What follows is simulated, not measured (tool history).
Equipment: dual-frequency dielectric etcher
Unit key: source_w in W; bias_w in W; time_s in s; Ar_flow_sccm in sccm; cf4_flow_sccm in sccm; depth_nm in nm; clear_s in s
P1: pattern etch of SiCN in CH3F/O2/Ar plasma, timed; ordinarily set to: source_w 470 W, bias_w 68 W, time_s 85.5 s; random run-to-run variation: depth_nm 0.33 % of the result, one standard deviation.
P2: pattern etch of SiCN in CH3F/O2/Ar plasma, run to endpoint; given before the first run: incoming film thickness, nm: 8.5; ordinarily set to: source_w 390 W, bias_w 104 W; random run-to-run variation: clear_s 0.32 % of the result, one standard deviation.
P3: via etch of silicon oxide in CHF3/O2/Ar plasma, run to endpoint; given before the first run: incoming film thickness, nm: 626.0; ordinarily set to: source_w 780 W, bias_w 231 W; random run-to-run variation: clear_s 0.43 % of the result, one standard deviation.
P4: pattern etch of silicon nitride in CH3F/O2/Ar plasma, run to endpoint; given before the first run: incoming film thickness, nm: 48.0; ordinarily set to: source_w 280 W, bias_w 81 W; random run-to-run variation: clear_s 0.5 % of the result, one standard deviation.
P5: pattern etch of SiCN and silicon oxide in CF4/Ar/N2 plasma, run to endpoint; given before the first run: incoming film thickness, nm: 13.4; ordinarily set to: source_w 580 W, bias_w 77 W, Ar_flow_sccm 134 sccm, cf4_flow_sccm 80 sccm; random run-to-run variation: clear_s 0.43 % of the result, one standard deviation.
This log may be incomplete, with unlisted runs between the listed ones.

{"run": 1, "hour": 5.1, "process": "P1", "source_w": 470, "bias_w": 68, "time_s": 85.5, "depth_nm": 33.756}
{"run": 2, "hour": 11.1, "process": "P5", "source_w": 580, "bias_w": 77, "Ar_flow_sccm": 134, "cf4_flow_sccm": 80, "clear_s": 12.44}
{"run": 3, "hour": 17.2, "process": "P1", "source_w": 470, "bias_w": 68, "time_s": 85.5, "depth_nm": 33.501}
{"run": 4, "hour": 20.8, "process": "P1", "source_w": 470, "bias_w": 96, "time_s": 85.5, "depth_nm": 37.782}
{"run": 5, "hour": 24.6, "process": "P5", "source_w": 580, "bias_w": 77, "Ar_flow_sccm": 134, "cf4_flow_sccm": 80, "clear_s": 12.443}
{"run": 6, "hour": 27.6, "process": "P1", "source_w": 570, "bias_w": 68, "time_s": 85.5, "depth_nm": 36.151}
{"run": 7, "hour": 32.8, "process": "P3", "source_w": 780, "bias_w": 158, "clear_s": 308.75}
{"run": 8, "hour": 38.1, "process": "P1", "source_w": 470, "bias_w": 68, "time_s": 54.5, "depth_nm": 21.349}
{"run": 9, "hour": 43.2, "process": "P1", "source_w": 470, "bias_w": 93, "time_s": 115, "depth_nm": 50.658}
{"run": 10, "hour": 46.8, "process": "P3", "source_w": 600, "bias_w": 231, "clear_s": 301.01}
{"run": 11, "hour": 51.5, "process": "P3", "source_w": 780, "bias_w": 231, "clear_s": 271.67}
{"run": 12, "hour": 56.1, "process": "P5", "source_w": 580, "bias_w": 77, "Ar_flow_sccm": 177, "cf4_flow_sccm": 80, "clear_s": 13.085}
{"run": 13, "hour": 61.8, "process": "P4", "source_w": 280, "bias_w": 61, "clear_s": 82.031}
{"run": 14, "hour": 65.9, "process": "P4", "source_w": 280, "bias_w": 81, "clear_s": 74.534}
{"run": 15, "hour": 71.7, "process": "P2", "source_w": 390, "bias_w": 104, "clear_s": 19.618}
{"run": 16, "hour": 76.0, "process": "P1", "source_w": 470, "bias_w": 68, "time_s": 85.5, "depth_nm": 33.563}
{"run": 17, "hour": 80.1, "process": "P5", "source_w": 580, "bias_w": 50, "Ar_flow_sccm": 134, "cf4_flow_sccm": 80, "clear_s": 14.399}
{"run": 18, "hour": 86.2, "process": "P1", "source_w": 330, "bias_w": 68, "time_s": 85.5, "depth_nm": 29.436}
{"run": 19, "hour": 91.5, "process": "P2", "source_w": 390, "bias_w": 78, "clear_s": 21.749}
{"run": 20, "hour": 97.0, "process": "P5", "source_w": 360, "bias_w": 77, "Ar_flow_sccm": 134, "cf4_flow_sccm": 80, "clear_s": 19.003}
{"hour": 101.2, "done": "source power generator calibrated"}
{"run": 21, "hour": 102.6, "process": "P5", "source_w": 580, "bias_w": 77, "Ar_flow_sccm": 134, "cf4_flow_sccm": 103, "clear_s": 12.067}
{"run": 22, "hour": 106.0, "process": "P1", "source_w": 570, "bias_w": 55, "time_s": 85.5, "depth_nm": 33.787}
{"run": 23, "hour": 111.0, "process": "P1", "source_w": 470, "bias_w": 44, "time_s": 85.5, "depth_nm": 29.156}
{"run": 24, "hour": 117.0, "process": "P1", "source_w": 470, "bias_w": 68, "time_s": 85.5, "depth_nm": 33.597}
{"run": 25, "hour": 120.9, "process": "P1", "source_w": 470, "bias_w": 68, "time_s": 110.5, "depth_nm": 43.199}
{"run": 26, "hour": 125.5, "process": "P1", "source_w": 470, "bias_w": 68, "time_s": 85.5, "depth_nm": 33.482}
{"run": 27, "hour": 130.5, "process": "P2", "source_w": 250, "bias_w": 104, "clear_s": 23.179}
{"run": 28, "hour": 135.6, "process": "P4", "source_w": 370, "bias_w": 81, "clear_s": 67.187}
{"run": 29, "hour": 139.8, "process": "P1", "source_w": 470, "bias_w": 68, "time_s": 85.5, "depth_nm": 33.637}
{"run": 30, "hour": 143.3, "process": "P1", "source_w": 470, "bias_w": 68, "time_s": 85.5, "depth_nm": 33.331}
{"run": 31, "hour": 148.6, "process": "P1", "source_w": 470, "bias_w": 68, "time_s": 85.5, "depth_nm": 33.381}
{"run": 32, "hour": 153.6, "process": "P1", "source_w": 470, "bias_w": 68, "time_s": 85.5, "depth_nm": 32.892}
{"run": 33, "hour": 157.6, "process": "P1", "source_w": 470, "bias_w": 68, "time_s": 85.5, "depth_nm": 32.952}
{"hour": 158.9, "done": "wet clean of the chamber"}
{"run": 34, "hour": 163.2, "process": "P1", "source_w": 470, "bias_w": 68, "time_s": 85.5, "depth_nm": 33.126}
{"run": 35, "hour": 169.0, "process": "P1", "source_w": 470, "bias_w": 68, "time_s": 85.5, "depth_nm": 32.886}
{"run": 36, "hour": 173.8, "process": "P1", "source_w": 470, "bias_w": 68, "time_s": 85.5, "depth_nm": 32.975}
{"run": 37, "hour": 178.8, "process": "P1", "source_w": 470, "bias_w": 68, "time_s": 85.5, "depth_nm": 33.098}

What P1 gives has crept away from where it was. These 2 causes fit the log equally well, each at the size given:
A: bias power that arrives under what is set, % = 4.74
B: source power that arrives under what is set, % = 4.3
The process output started creeping at around hour 139.8.
Every other cause this tool's parts could produce, and why it does not fit the log:
chamber walls in a state that lowers the etch rate, %: was serviced at hour 158.9, once the creep was under way, yet the earlier output never came back

Below are 4 check runs, each averaged over 2 wafers, with their results shown as question marks. Which of them would give clearly different results depending on which cause is behind the drift?
{"run": "check 1", "hour": 183.8, "process": "P4", "source_w": 280, "bias_w": 81, "clear_s": "?"}
{"run": "check 2", "hour": 183.8, "process": "P3", "source_w": 780, "bias_w": 231, "clear_s": "?"}
{"run": "check 3", "hour": 183.8, "process": "P2", "source_w": 390, "bias_w": 104, "clear_s": "?"}
{"run": "check 4", "hour": 183.8, "process": "P5", "source_w": 580, "bias_w": 77, "Ar_flow_sccm": 134, "cf4_flow_sccm": 80, "clear_s": "?"}

Outcome of each check run for each possible cause:
check=check_1 result=clear_s if_A=75.858 if_B=75.781
check=check_2 result=clear_s if_A=275.9 if_B=275.87
check=check_3 result=clear_s if_A=19.944 if_B=19.9
check=check_4 result=clear_s if_A=12.68 if_B=12.963
Distance between the nearest two causes, measured in the result of the check that separates them most: check 1 0.1 %; check 2 0.01 %; check 3 0.22 %; check 4 2.2 %
Check 4 distinguishes between the causes, while the remaining checks would return nearly the same result for all of them.

Check 4 has now been run. It gave: clear_s 13.025 s. Which of the candidate causes is it?

The correct cause is B, namely: source power that arrives under what is set, %.

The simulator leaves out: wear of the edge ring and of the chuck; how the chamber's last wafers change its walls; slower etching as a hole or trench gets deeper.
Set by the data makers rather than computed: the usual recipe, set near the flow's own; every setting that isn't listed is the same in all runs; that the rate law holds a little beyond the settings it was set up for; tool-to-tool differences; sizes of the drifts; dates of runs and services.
